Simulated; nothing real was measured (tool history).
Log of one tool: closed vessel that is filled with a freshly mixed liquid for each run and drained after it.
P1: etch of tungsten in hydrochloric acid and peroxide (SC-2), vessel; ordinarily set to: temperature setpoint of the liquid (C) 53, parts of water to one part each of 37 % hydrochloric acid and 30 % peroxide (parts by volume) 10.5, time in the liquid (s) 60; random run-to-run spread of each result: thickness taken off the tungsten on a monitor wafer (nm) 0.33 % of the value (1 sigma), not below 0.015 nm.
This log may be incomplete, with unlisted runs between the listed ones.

| run | hour | temperature setpoint of the liquid (C) | parts of water to one part each of 37 % hydrochloric acid and 30 % peroxide (parts by volume) | time in the liquid (s) | hours since the thermometer was replaced | hours since the chemicals flow meter was replaced | hours since the drum of peroxide was connected | thickness taken off the tungsten on a monitor wafer (nm) |
|---|---|---|---|---|---|---|---|---|
| 1 | 6.9 | 53 | 10.5 | 60 | 159 | 363.8 | 865.7 | 16.05 |
| 2 | 15 | 59.5 | 10.5 | 85 | 167.1 | 371.9 | 873.8 | 34.55 |
| 3 | 22.7 | 53 | 4 | 60 | 174.8 | 379.6 | 881.5 | 32.974 |
| 4 | 28 | 53 | 10.5 | 60 | 180.1 | 384.9 | 886.8 | 15.925 |
| 5 | 37.5 | 64.5 | 10.5 | 60 | 189.6 | 394.4 | 896.3 | 33.075 |
| 6 | 44.2 | 53 | 10.5 | 60 | 196.3 | 401.1 | 903 | 15.789 |
| 7 | 53.5 | 53 | 10.5 | 30 | 205.6 | 410.4 | 912.3 | 7.9931 |
| 8 | 63.7 | 53 | 14.5 | 85 | 215.8 | 420.6 | 922.5 | 17.057 |
| 9 | 68.6 | 53 | 10.5 | 60 | 220.7 | 425.5 | 927.4 | 16.005 |
| 10 | 76.1 | 53 | 10.5 | 60 | 228.2 | 433 | 934.9 | 15.903 |
| 11 | 85.4 | 53 | 10.5 | 85 | 237.5 | 442.3 | 944.2 | 22.636 |
| 12 | 92.3 | 53 | 10.5 | 60 | 244.4 | 449.2 | 951.1 | 15.871 |
| 13 | 97.2 | 53 | 10.5 | 60 | 249.3 | 454.1 | 956 | 15.926 |
| 14 | 106.3 | 40 | 10.5 | 60 | 258.4 | 463.2 | 965.1 | 6.5926 |
| 15 | 114.2 | 53 | 15 | 60 | 266.3 | 471.1 | 973 | 11.683 |
| 16 | 119.5 | 53 | 10.5 | 60 | 271.6 | 476.4 | 978.3 | 16.076 |
| 17 | 129.9 | 53 | 10.5 | 60 | 282 | 486.8 | 988.7 | 15.329 |
| 18 | 138.4 | 53 | 10.5 | 60 | 290.5 | 495.3 | 997.2 | 15.021 |
| 19 | 146.7 | 53 | 10.5 | 60 | 298.8 | 503.6 | 1005.5 | 14.707 |
| 20 | 153 | 53 | 10.5 | 60 | 305.1 | 509.9 | 1011.8 | 14.677 |
| 21 | 162.7 | 53 | 10.5 | 60 | 314.8 | 519.6 | 1021.5 | 14.564 |
|  | 164.7 | new drum of peroxide connected |
| 22 | 167.6 | 53 | 10.5 | 60 | 319.7 | 524.5 | 2.9 | 14.514 |
| 23 | 176.7 | 53 | 10.5 | 60 | 328.8 | 533.6 | 12 | 14.43 |
| 24 | 182 | 53 | 10.5 | 60 | 334.1 | 538.9 | 17.3 | 14.509 |
| 25 | 188.3 | 53 | 10.5 | 60 | 340.4 | 545.2 | 23.6 | 14.403 |
| 26 | 193.6 | 53 | 10.5 | 60 | 345.7 | 550.5 | 28.9 | 14.369 |
| 27 | 203.2 | 53 | 10.5 | 60 | 355.3 | 560.1 | 38.5 | 14.326 |

The output of P1 has drifted from where it used to be. Each of the 2 causes below, taken at the size shown beside it, accounts for the log equally well:
A: liquid colder than its thermometer reads (K) = 1.58
B: chemicals flow below the setpoint (%) = 11.5
The drift started at roughly hour 119.5.
Each remaining cause and why it is not a fit:
peroxide weaker than its label (%): was serviced at hour 164.7, once the creep was under way, yet the earlier output never came back

Which of the check runs below tells the causes apart, meaning the causes would give it clearly different results? Each run uses 2 wafers whose results are averaged, and each result is shown as a question mark.
| check 1 | 212.8 | 53 | 4 | 30 |  |  |  | ? |
| check 2 | 212.8 | 46 | 10.5 | 80 |  |  |  | ? |
| check 3 | 212.8 | 53 | 14.5 | 60 |  |  |  | ? |
| check 4 | 212.8 | 53 | 13.5 | 60 |  |  |  | ? |

Check results expected under each cause:
| check | result | if A | if B |
|---|---|---|---|
| check 1 | thickness taken off the tungsten on a monitor wafer (nm) | 14.959 | 15.273 |
| check 2 | thickness taken off the tungsten on a monitor wafer (nm) | 11.933 | 11.992 |
| check 3 | thickness taken off the tungsten on a monitor wafer (nm) | 10.879 | 10.833 |
| check 4 | thickness taken off the tungsten on a monitor wafer (nm) | 11.581 | 11.543 |
Distance between the nearest two causes, measured in the result of the check that separates them most: check 1 2.08 %; check 2 0.5 %; check 3 0.42 %; check 4 0.33 %
Check 1 tells the causes apart: in the others they would give nearly the same result.

Check 1 was carried out, with these results: thickness taken off the tungsten on a monitor wafer (nm) 15.253. Which of the listed causes is responsible?

It is B: chemicals flow below the setpoint (%).
